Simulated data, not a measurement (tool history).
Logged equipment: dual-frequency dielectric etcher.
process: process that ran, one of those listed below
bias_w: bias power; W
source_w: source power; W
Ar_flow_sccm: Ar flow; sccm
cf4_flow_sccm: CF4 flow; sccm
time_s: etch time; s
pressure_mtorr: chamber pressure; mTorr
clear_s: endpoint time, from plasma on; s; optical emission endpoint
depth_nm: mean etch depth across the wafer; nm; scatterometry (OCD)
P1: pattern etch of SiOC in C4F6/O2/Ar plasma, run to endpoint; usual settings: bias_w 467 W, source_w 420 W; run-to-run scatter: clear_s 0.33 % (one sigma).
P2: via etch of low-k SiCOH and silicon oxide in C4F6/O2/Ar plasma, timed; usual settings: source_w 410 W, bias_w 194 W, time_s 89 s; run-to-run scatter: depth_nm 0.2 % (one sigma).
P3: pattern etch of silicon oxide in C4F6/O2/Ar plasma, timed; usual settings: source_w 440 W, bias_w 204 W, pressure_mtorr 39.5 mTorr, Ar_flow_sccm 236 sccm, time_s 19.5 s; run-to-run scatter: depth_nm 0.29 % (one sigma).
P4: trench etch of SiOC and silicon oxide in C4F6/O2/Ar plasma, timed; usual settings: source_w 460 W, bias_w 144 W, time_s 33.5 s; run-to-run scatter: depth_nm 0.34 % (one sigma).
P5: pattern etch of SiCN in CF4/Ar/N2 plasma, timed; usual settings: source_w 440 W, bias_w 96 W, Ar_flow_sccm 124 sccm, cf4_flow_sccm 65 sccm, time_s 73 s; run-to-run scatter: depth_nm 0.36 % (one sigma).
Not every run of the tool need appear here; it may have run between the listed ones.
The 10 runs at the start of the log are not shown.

run,hour,process,bias_w,source_w,Ar_flow_sccm,cf4_flow_sccm,time_s,pressure_mtorr,hours since the last wet clean,hours since the last bias power generator calibration,hours since the last source power generator calibration,clear_s,depth_nm
11,124.7,P5,117,440,124,65,73,,215.5,1020.8,1561.5,,68.275
12,137.9,P2,194,410,,,89,,228.7,1034,1574.7,,255.94
13,151.6,P1,617,550,,,,,242.4,1047.7,1588.4,8.239,
14,163.5,P2,194,410,,,110,,254.3,1059.6,1600.3,,315.65
15,172.7,P2,123,410,,,89,,263.5,1068.8,1609.5,,223.68
16,189.2,P5,96,600,124,65,73,,280,1085.3,1626,,82.652
17,199.2,P1,467,420,,,,,290,1095.3,1636,10.1,
18,209,P1,603,330,,,,,299.8,1105.1,1645.8,10.045,
19,223.9,P1,333,420,,,,,314.7,1120,1660.7,11.433,
20,237.9,P3,204,440,323,,19.5,39.5,328.7,1134,1674.7,,63.507
21,246.6,P4,189,460,,,33.5,,337.4,1142.7,1683.4,,74.013
# hour 249.6: bias power generator calibrated
22,261,P2,194,500,,,89,,351.8,11.4,1697.8,,276.66
23,273.5,P3,204,590,236,,19.5,39.5,364.3,23.9,1710.3,,73.477
24,288.7,P3,123,440,236,,19.5,39.5,379.5,39.1,1725.5,,56.218
# hour 289.5: source power generator calibrated
25,297.1,P5,96,440,124,65,99.5,,387.9,47.5,7.7,,86.408
26,306.6,P3,204,440,236,,19.5,39.5,397.4,57,17.2,,65.514
27,314.4,P4,144,610,,,33.5,,405.2,64.8,25,,75.714
28,326.3,P3,204,440,236,,19.5,56,417.1,76.7,36.9,,63.022

Run 29, settings as shown, results not yet in. Your forecast:
29,335.6,P1,563,420,,,,,426.4,86,46.2,?,

clear_s: 9.4639 s

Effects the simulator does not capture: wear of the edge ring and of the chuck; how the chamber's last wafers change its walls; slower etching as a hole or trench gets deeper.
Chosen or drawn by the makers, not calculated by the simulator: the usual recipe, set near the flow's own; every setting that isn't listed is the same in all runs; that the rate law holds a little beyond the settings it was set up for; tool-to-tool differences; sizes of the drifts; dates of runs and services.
